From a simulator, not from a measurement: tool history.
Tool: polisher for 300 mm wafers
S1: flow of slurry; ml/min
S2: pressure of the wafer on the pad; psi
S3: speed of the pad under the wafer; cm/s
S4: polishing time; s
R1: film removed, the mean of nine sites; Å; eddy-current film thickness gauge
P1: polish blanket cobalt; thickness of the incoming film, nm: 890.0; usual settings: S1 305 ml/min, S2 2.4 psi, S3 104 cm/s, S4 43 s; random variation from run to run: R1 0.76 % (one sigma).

{"run": 1, "hour": 8.8, "S1": 305, "S2": 2.4, "S3": 104, "S4": 43, "R1": 2943.6}
{"run": 2, "hour": 18.2, "S1": 440, "S2": 2.4, "S3": 104, "S4": 43, "R1": 3036.6}
{"run": 3, "hour": 24.0, "S1": 305, "S2": 2.4, "S3": 104, "S4": 43, "R1": 2989.2}
{"run": 4, "hour": 29.6, "S1": 305, "S2": 3.3, "S3": 104, "S4": 43, "R1": 4042.7}
{"run": 5, "hour": 34.5, "S1": 305, "S2": 2.4, "S3": 104, "S4": 43, "R1": 2986.4}
{"run": 6, "hour": 43.3, "S1": 305, "S2": 2.4, "S3": 104, "S4": 59, "R1": 4028.7}
{"run": 7, "hour": 52.3, "S1": 305, "S2": 2.4, "S3": 104, "S4": 29, "R1": 1998.6}
{"run": 8, "hour": 59.4, "S1": 305, "S2": 1.1, "S3": 104, "S4": 43, "R1": 1366.0}
{"run": 9, "hour": 65.4, "S1": 305, "S2": 2.4, "S3": 104, "S4": 43, "R1": 2988.3}
{"run": 10, "hour": 71.4, "S1": 185, "S2": 2.4, "S3": 104, "S4": 43, "R1": 2818.2}
{"run": 11, "hour": 79.1, "S1": 305, "S2": 2.4, "S3": 158, "S4": 43, "R1": 4543.2}
{"run": 12, "hour": 84.8, "S1": 305, "S2": 3.5, "S3": 70, "S4": 43, "R1": 2904.5}
{"run": 13, "hour": 89.5, "S1": 305, "S2": 2.4, "S3": 104, "S4": 43, "R1": 2973.8}
{"run": 14, "hour": 95.6, "S1": 305, "S2": 2.4, "S3": 66, "S4": 43, "R1": 1887.3}
{"run": 15, "hour": 104.7, "S1": 305, "S2": 2.4, "S3": 104, "S4": 43, "R1": 2986.6}
{"run": 16, "hour": 109.9, "S1": 305, "S2": 2.4, "S3": 104, "S4": 43, "R1": 2933.6}
{"run": 17, "hour": 119.4, "S1": 305, "S2": 2.4, "S3": 104, "S4": 43, "R1": 2880.1}
{"run": 18, "hour": 128.1, "S1": 305, "S2": 2.4, "S3": 104, "S4": 43, "R1": 2851.3}
{"run": 19, "hour": 134.7, "S1": 305, "S2": 2.4, "S3": 104, "S4": 43, "R1": 2854.0}
{"run": 20, "hour": 140.2, "S1": 305, "S2": 2.4, "S3": 104, "S4": 43, "R1": 2854.6}
{"hour": 143.3, "done": "worn pad replaced by a new one"}
{"run": 21, "hour": 148.4, "S1": 305, "S2": 2.4, "S3": 104, "S4": 43, "R1": 2839.8}
{"run": 22, "hour": 157.8, "S1": 305, "S2": 2.4, "S3": 104, "S4": 43, "R1": 2850.5}

What P1 gives has crept away from where it was. These 2 causes fit the log equally well, each at the size given:
A: slurry flow missing at the pad, % = 31.4
B: head's pressure below its setpoint, % = 3.92
The creep began at about hour 104.7.
Why every other cause is out:
removal rate lost through wear of the pad, %: serviced at hour 143.3, which brought nothing back

4 check runs are offered, each on 5 wafers whose results are averaged, their results left as question marks. Which one tells the causes apart?
{"run": "check 1", "hour": 167.2, "S1": 305, "S2": 2.4, "S3": 128, "S4": 43, "R1": "?"}
{"run": "check 2", "hour": 167.2, "S1": 305, "S2": 2.4, "S3": 148, "S4": 43, "R1": "?"}
{"run": "check 3", "hour": 167.2, "S1": 185, "S2": 2.4, "S3": 104, "S4": 57, "R1": "?"}
{"run": "check 4", "hour": 167.2, "S1": 305, "S2": 1.5, "S3": 104, "S4": 43, "R1": "?"}

What each check would give under each cause:
check=check_1 result=R1 if_A=3498.5 if_B=3498.6
check=check_2 result=R1 if_A=4045.1 if_B=4045.2
check=check_3 result=R1 if_A=3476.7 if_B=3561.1
check=check_4 result=R1 if_A=1776.6 if_B=1776.6
How far apart the two closest causes lie, in the result that separates them most: check 1 0 %; check 2 0 %; check 3 2.4 %; check 4 0 %
Check 3 tells the causes apart: in the others they would give nearly the same result.

Check 3 was then run and gave: R1 3561.4 Å. Which cause is it?

It is B: head's pressure below its setpoint, %.
